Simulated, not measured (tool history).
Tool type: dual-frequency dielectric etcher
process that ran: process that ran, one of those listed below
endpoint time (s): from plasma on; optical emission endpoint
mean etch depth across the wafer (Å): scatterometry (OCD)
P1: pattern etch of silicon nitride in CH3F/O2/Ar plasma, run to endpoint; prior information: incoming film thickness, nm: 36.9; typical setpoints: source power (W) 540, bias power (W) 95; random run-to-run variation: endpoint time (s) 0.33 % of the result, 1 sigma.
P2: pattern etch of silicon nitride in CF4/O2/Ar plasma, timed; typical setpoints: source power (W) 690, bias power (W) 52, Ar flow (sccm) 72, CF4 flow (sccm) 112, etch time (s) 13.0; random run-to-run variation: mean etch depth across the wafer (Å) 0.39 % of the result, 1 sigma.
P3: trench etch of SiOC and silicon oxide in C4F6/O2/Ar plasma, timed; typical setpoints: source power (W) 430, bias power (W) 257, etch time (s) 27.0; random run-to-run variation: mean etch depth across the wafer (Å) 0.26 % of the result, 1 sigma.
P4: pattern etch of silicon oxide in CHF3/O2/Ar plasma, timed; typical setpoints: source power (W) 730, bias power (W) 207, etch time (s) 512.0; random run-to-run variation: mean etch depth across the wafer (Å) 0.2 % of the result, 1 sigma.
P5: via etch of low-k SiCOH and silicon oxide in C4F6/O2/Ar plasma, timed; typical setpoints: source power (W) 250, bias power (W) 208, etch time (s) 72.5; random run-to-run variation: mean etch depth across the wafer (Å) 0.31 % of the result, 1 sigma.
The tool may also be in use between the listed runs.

run,day,process that ran,source power (W),bias power (W),Ar flow (sccm),CF4 flow (sccm),etch time (s),endpoint time (s),mean etch depth across the wafer (Å)
1,0.204,P1,540,95,,,,43.739,
2,0.446,P2,690,52,59,112,13.0,,358.29
3,0.567,P3,430,257,,,27.0,,606.29
4,0.696,P1,540,62,,,,50.659,
5,0.904,P3,430,257,,,27.0,,606.39
6,1.104,P1,730,95,,,,38.838,
7,1.254,P2,690,52,72,112,13.0,,349.92
8,1.475,P5,160,208,,,72.5,,1509.60
9,1.604,P1,540,95,,,,43.767,
10,1.796,P5,250,208,,,90.0,,2217.40
11,1.908,P4,440,207,,,512.0,,9619.90
12,2.158,P2,690,52,72,140,13.0,,357.46
13,2.325,P1,540,95,,,,43.517,
14,2.529,P5,250,208,,,72.5,,1794.40
15,2.767,P1,360,122,,,,46.143,
16,2.967,P4,730,207,,,512.0,,11675.00
17,3.121,P1,390,95,,,,49.247,
18,3.233,P2,460,52,72,112,13.0,,244.20
19,3.475,P3,430,173,,,27.0,,533.32
20,3.646,P5,250,156,,,72.5,,1622.40
21,3.850,P1,540,95,,,,43.658,
22,3.971,P1,540,114,,,,40.787,
23,4.125,P4,730,207,,,512.0,,11682.00
24,4.246,P1,540,95,,,,43.120,
25,4.479,P4,730,207,,,391.5,,8929.60
26,4.646,P1,410,127,,,,43.497,
27,4.758,P1,540,95,,,,43.503,
28,4.962,P2,690,52,72,112,16.5,,443.09
29,5.088,P3,430,257,,,37.5,,842.20
30,5.333,P2,690,52,72,112,13.0,,349.25
31,5.571,P3,280,257,,,27.0,,515.23
32,5.779,P4,730,251,,,512.0,,12512.00
33,5.992,P1,370,116,,,,46.345,
34,6.138,P2,690,31,72,112,13.0,,294.98
35,6.304,P1,540,95,,,,43.508,
36,6.421,P1,540,95,,,,43.316,
37,6.575,P1,540,95,,,,43.097,
# day 6.771: wet clean of the chamber
38,6.771,P1,540,95,,,,42.958,
39,6.979,P1,540,95,,,,42.892,
40,7.154,P1,540,95,,,,42.800,
41,7.321,P1,540,95,,,,42.905,
42,7.546,P1,540,95,,,,42.921,

Compared with where it was, what P1 gives has crept away. Each cause listed below fits the log as well as the rest, at the size given for it:
A: bias power that arrives over what is set, % = 4.79
B: source power that arrives over what is set, % = 4.55
At approximately day 6.304, the process output began to creep.
Why every other cause is out:
chamber walls in a state that raises the etch rate, %: serviced at day 6.771, after the change had begun; the process did not return to its earlier output

You are offered 4 check runs, listed below with question marks in place of their results; each one averages 2 wafers. Which run separates the listed causes by giving clearly different results for each?
check 1,7.771,P3,430,257,,,27.0,,?
check 2,7.771,P5,250,208,,,72.5,,?
check 3,7.771,P2,690,52,72,112,13.0,,?
check 4,7.771,P4,730,207,,,512.0,,?

If the cause were each of the candidates in turn, the checks would give the following:
check,result,if A,if B
check 1,mean etch depth across the wafer (Å),617.73,618.41
check 2,mean etch depth across the wafer (Å),1814.10,1816.30
check 3,mean etch depth across the wafer (Å),355.09,363.23
check 4,mean etch depth across the wafer (Å),11851.00,11862.00
Gap, in per cent, between the two causes that each check separates least, read from the result that separates them most: check 1 0.11 %; check 2 0.12 %; check 3 2.27 %; check 4 0.09 %
Check 3 tells the causes apart: in the others they would give nearly the same result.

Check 3 was then run and gave: mean etch depth across the wafer (Å) 363.36. Which cause is it?

Of the candidate causes, it is B: source power that arrives over what is set, %.
